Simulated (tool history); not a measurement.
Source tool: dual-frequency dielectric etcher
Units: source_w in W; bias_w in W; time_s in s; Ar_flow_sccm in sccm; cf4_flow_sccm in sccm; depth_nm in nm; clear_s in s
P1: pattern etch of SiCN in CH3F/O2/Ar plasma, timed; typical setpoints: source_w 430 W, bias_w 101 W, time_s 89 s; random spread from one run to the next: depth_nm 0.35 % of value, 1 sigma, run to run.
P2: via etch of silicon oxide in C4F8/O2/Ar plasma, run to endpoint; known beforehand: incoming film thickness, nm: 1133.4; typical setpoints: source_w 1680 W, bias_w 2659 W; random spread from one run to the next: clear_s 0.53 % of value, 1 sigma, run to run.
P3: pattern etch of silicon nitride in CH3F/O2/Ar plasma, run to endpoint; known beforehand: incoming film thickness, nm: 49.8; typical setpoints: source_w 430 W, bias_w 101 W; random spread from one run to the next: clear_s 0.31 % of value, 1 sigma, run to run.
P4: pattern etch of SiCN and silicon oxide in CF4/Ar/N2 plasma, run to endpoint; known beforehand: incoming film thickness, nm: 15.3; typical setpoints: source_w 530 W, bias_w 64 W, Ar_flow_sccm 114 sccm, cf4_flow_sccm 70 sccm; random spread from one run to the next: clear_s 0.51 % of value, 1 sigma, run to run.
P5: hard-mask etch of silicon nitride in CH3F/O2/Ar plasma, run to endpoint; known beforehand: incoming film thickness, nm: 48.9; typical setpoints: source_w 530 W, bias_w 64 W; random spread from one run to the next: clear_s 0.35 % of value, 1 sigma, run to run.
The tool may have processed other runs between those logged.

run   hour  process  source_w  bias_w  time_s  Ar_flow_sccm  cf4_flow_sccm  hours since the last wet clean  hours since the last source power generator calibration  hours since the last bias power generator calibration  depth_nm  clear_s
  1    6.7       P1       430     101      89                                                         61.5                                                   1581.1                                                 2252.9    37.414
  2   12.9       P1       430     101      89                                                         67.7                                                   1587.3                                                 2259.1    37.418
  3   17.8       P1       590     101      89                                                         72.6                                                   1592.2                                                   2264    42.109
  4   24.1       P3       430     101                                                                 78.9                                                   1598.5                                                 2270.3               62.5
  5   30.8       P1       430     101      89                                                         85.6                                                   1605.2                                                   2277     37.35
  6   37.7       P2      1680    2659                                                                 92.5                                                   1612.1                                                 2283.9             225.47
  7   44.1       P4       530      64                   114             70                            98.9                                                   1618.5                                                 2290.3             16.332
  8   54.2       P5       330      64                                                                  109                                                   1628.6                                                 2300.4             80.375
  9   60.1       P3       430     101                                                                114.9                                                   1634.5                                                 2306.3             62.086
 10   65.9       P1       430      73    69.5                                                        120.7                                                   1640.3                                                 2312.1    25.913
 11     75       P1       430      63      89                                                        129.8                                                   1649.4                                                 2321.2    31.515
 12   85.1       P4       530      64                   114             55                           139.9                                                   1659.5                                                 2331.3             16.988
 13     92       P3       580     101                                                                146.8                                                   1666.4                                                 2338.2             56.017
 14   98.5       P1       280     101      89                                                        153.3                                                   1672.9                                                 2344.7    32.286
 15  105.4       P1       430     101     118                                                        160.2                                                   1679.8                                                 2351.6     49.78
 16  111.6       P4       530      64                   114             70                           166.4                                                     1686                                                 2357.8              16.15
 17  119.3       P1       430     101      89                                                        174.1                                                   1693.7                                                 2365.5    37.442
 18  124.1       P4       530      64                    86             70                           178.9                                                   1698.5                                                 2370.3             15.481
 19  130.6       P5       530      88                                                                185.4                                                     1705                                                 2376.8             60.428
 20  139.6       P1       430     101      89                                                        194.4                                                     1714                                                 2385.8    37.706
       145  -- wet clean of the chamber
 21    147       P1       430     101      89                                                          2.1                                                   1721.4                                                 2393.2    37.267
 22  153.9       P2      1680    2659                                                                    9                                                   1728.3                                                 2400.1             224.71
 23  162.3       P5       530      64                                                                 17.4                                                   1736.7                                                 2408.5             67.099
     168.1  -- bias power generator calibrated
 24  168.6       P2      1270    2659                                                                 23.7                                                     1743                                                    0.6             248.81
 25  175.9       P4       740      64                   114             70                              31                                                   1750.3                                                    7.9             12.096
 26  182.2       P1       430     126    64.5                                                         37.3                                                   1756.6                                                   14.2    29.447
 27  190.9       P1       570      68      89                                                           46                                                   1765.3                                                   22.9     36.14
 28  195.6       P1       430     101      49                                                         50.7                                                     1770                                                   27.6    20.668
 29  205.1       P1       430     142      89                                                         60.2                                                   1779.5                                                   37.1    42.632
 30  211.6       P2      1680    3364                                                                 66.7                                                     1786                                                   43.6             207.56
 31  217.1       P4       530      87                   114             70                            72.2                                                   1791.5                                                   49.1             14.701
 32  227.3       P3       430     137                                                                 82.4                                                   1801.7                                                   59.3             55.582
 33  236.8       P1       430     101      89                                                         91.9                                                   1811.2                                                   68.8     37.44
 34  246.9       P1       430     101      89                                                          102                                                   1821.3                                                   78.9    37.104
 35  254.3       P1       430     101      89                                                        109.4                                                   1828.7                                                   86.3    36.977
 36  261.8       P1       430     101      89                                                        116.9                                                   1836.2                                                   93.8    36.784
 37  270.2       P1       430     101      89                                                        125.3                                                   1844.6                                                  102.2    36.892
 38    276       P1       430     101      89                                                        131.1                                                   1850.4                                                    108    36.774
 39  280.7       P1       430     101      89                                                        135.8                                                   1855.1                                                  112.7    36.651
 40  285.5       P1       430     101      89                                                        140.6                                                   1859.9                                                  117.5     36.72
     287.6  -- wet clean of the chamber
 41    291       P1       430     101      89                                                          3.5                                                   1865.4                                                    123    36.878
 42  298.1       P1       430     101      89                                                         10.6                                                   1872.5                                                  130.1    36.611
 43  306.9       P1       430     101      89                                                         19.4                                                   1881.3                                                  138.9    36.416

The log shows P1 creeping away from where it was. Any of the 2 causes listed here, at the size stated for it, fits the log just as well as the others:
A: bias power that arrives under what is set, % = 4.81
B: source power that arrives under what is set, % = 4.88
Creep in the process output first set in at about hour 236.8.
Why every other cause is out:
chamber walls in a state that lowers the etch rate, %: serviced at hour 287.6, which brought nothing back

Which of the check runs below tells the causes apart, meaning the causes would give it clearly different results? Each run uses 2 wafers whose results are averaged, and each result is shown as a question mark.
check 1  315.7       P5       370      64                                                                                                                                                                                                       ?
check 2  315.7       P2      1680    3189                                                                                                                                                                                                       ?
check 3  315.7       P3       580     123                                                                                                                                                                                                       ?
check 4  315.7       P4       700      64                   114             70                                                                                                                                                                  ?

If the cause were each of the candidates in turn, the checks would give the following:
  check   result    if A    if B
check 1  clear_s  78.358  78.565
check 2  clear_s  215.19  216.01
check 3  clear_s  52.805  52.819
check 4  clear_s  12.923  13.296
Minimum pairwise separation of causes per check, each pair taken at its best-separating result: check 1 0.26 %; check 2 0.38 %; check 3 0.03 %; check 4 2.85 %
Check 4 tells the causes apart: in the others they would give nearly the same result.

Then check 4 was run and gave: clear_s 12.905 s. Which cause is it?

It is A: bias power that arrives under what is set, %.

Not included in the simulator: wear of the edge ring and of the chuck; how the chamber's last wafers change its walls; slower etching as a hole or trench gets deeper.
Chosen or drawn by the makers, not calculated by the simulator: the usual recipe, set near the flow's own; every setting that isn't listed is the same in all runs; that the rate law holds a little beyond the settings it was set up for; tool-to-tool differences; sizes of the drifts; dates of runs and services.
